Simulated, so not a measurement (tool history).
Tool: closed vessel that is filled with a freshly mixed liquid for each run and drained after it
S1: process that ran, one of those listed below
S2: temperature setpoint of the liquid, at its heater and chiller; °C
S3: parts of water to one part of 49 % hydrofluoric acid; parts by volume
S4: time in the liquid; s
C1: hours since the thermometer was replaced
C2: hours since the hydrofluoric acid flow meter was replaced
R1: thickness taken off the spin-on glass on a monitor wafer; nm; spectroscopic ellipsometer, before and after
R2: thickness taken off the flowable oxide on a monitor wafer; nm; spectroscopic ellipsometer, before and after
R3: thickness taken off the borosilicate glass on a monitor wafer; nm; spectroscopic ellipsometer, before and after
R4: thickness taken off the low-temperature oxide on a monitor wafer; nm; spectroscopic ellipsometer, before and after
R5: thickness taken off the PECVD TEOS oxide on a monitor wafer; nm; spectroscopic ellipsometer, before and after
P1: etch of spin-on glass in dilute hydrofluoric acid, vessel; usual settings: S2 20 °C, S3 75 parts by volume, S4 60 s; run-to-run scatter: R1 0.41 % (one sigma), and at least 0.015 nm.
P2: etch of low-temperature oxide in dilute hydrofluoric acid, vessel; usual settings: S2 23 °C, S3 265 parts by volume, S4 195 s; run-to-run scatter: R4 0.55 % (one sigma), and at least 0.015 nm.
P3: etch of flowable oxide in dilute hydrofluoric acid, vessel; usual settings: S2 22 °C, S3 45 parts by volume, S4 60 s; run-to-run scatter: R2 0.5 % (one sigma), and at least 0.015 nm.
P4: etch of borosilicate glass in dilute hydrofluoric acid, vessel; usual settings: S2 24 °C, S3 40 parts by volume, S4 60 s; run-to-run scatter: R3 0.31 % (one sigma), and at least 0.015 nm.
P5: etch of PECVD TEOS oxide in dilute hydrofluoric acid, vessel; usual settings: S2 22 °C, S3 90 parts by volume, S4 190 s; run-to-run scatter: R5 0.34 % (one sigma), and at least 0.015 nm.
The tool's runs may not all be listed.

{"run": 1, "hour": 1.9, "S1": "P1", "S2": 20, "S3": 75, "S4": 60, "C1": 977.1, "C2": 942.7, "R1": 19.747}
{"run": 2, "hour": 4.7, "S1": "P3", "S2": 22, "S3": 65, "S4": 60, "C1": 979.9, "C2": 945.5, "R2": 43.127}
{"run": 3, "hour": 8.0, "S1": "P4", "S2": 24, "S3": 40, "S4": 115, "C1": 983.2, "C2": 948.8, "R3": 94.115}
{"run": 4, "hour": 10.0, "S1": "P1", "S2": 20, "S3": 120, "S4": 60, "C1": 985.2, "C2": 950.8, "R1": 11.665}
{"run": 5, "hour": 12.8, "S1": "P1", "S2": 20, "S3": 75, "S4": 60, "C1": 988, "C2": 953.6, "R1": 19.517}
{"hour": 12.9, "done": "thermometer replaced"}
{"run": 6, "hour": 16.3, "S1": "P3", "S2": 22, "S3": 45, "S4": 30, "C1": 3.4, "C2": 957.1, "R2": 32.058}
{"run": 7, "hour": 20.1, "S1": "P4", "S2": 24, "S3": 40, "S4": 60, "C1": 7.2, "C2": 960.9, "R3": 49.205}
{"run": 8, "hour": 24.3, "S1": "P1", "S2": 24.5, "S3": 75, "S4": 30, "C1": 11.4, "C2": 965.1, "R1": 11.931}
{"run": 9, "hour": 28.3, "S1": "P1", "S2": 20, "S3": 75, "S4": 30, "C1": 15.4, "C2": 969.1, "R1": 9.9437}
{"run": 10, "hour": 31.1, "S1": "P2", "S2": 27.5, "S3": 265, "S4": 195, "C1": 18.2, "C2": 971.9, "R4": 18.578}
{"run": 11, "hour": 35.3, "S1": "P2", "S2": 23, "S3": 265, "S4": 30, "C1": 22.4, "C2": 976.1, "R4": 2.4427}
{"run": 12, "hour": 38.3, "S1": "P1", "S2": 20, "S3": 75, "S4": 105, "C1": 25.4, "C2": 979.1, "R1": 34.602}
{"run": 13, "hour": 41.2, "S1": "P5", "S2": 22, "S3": 90, "S4": 190, "C1": 28.3, "C2": 982, "R5": 23.089}
{"run": 14, "hour": 43.2, "S1": "P4", "S2": 17, "S3": 40, "S4": 60, "C1": 30.3, "C2": 984, "R3": 36.625}
{"run": 15, "hour": 46.6, "S1": "P3", "S2": 29, "S3": 45, "S4": 60, "C1": 33.7, "C2": 987.4, "R2": 85.854}
{"run": 16, "hour": 50.3, "S1": "P2", "S2": 23, "S3": 265, "S4": 195, "C1": 37.4, "C2": 991.1, "R4": 16.02}
{"run": 17, "hour": 53.4, "S1": "P1", "S2": 20, "S3": 20, "S4": 60, "C1": 40.5, "C2": 994.2, "R1": 78.692}
{"run": 18, "hour": 57.7, "S1": "P5", "S2": 29, "S3": 90, "S4": 190, "C1": 44.8, "C2": 998.5, "R5": 30.206}
{"run": 19, "hour": 61.7, "S1": "P2", "S2": 23, "S3": 475, "S4": 195, "C1": 48.8, "C2": 1002.5, "R4": 7.3667}
{"run": 20, "hour": 64.2, "S1": "P3", "S2": 22, "S3": 45, "S4": 60, "C1": 51.3, "C2": 1005, "R2": 64.237}
{"run": 21, "hour": 68.2, "S1": "P4", "S2": 24, "S3": 70, "S4": 60, "C1": 55.3, "C2": 1009, "R3": 27.027}
{"run": 22, "hour": 71.6, "S1": "P5", "S2": 22, "S3": 50, "S4": 190, "C1": 58.7, "C2": 1012.4, "R5": 43.771}
{"run": 23, "hour": 75.5, "S1": "P2", "S2": 23, "S3": 265, "S4": 195, "C1": 62.6, "C2": 1016.3, "R4": 16.139}
{"run": 24, "hour": 79.1, "S1": "P5", "S2": 22, "S3": 90, "S4": 190, "C1": 66.2, "C2": 1019.9, "R5": 23.059}
{"run": 25, "hour": 82.6, "S1": "P5", "S2": 22, "S3": 90, "S4": 60, "C1": 69.7, "C2": 1023.4, "R5": 7.2361}
{"run": 26, "hour": 85.8, "S1": "P1", "S2": 20, "S3": 75, "S4": 60, "C1": 72.9, "C2": 1026.6, "R1": 19.755}
{"run": 27, "hour": 87.9, "S1": "P1", "S2": 20, "S3": 75, "S4": 60, "C1": 75, "C2": 1028.7, "R1": 19.728}
{"run": 28, "hour": 91.7, "S1": "P1", "S2": 17, "S3": 75, "S4": 60, "C1": 78.8, "C2": 1032.5, "R1": 17.29}

Forecast run 29:
{"run": 29, "hour": 93.7, "S1": "P1", "S2": 24, "S3": 75, "S4": 60, "C1": 80.8, "C2": 1034.5, "R1": "?"}

{"run 29": {"R1": 23.299}}

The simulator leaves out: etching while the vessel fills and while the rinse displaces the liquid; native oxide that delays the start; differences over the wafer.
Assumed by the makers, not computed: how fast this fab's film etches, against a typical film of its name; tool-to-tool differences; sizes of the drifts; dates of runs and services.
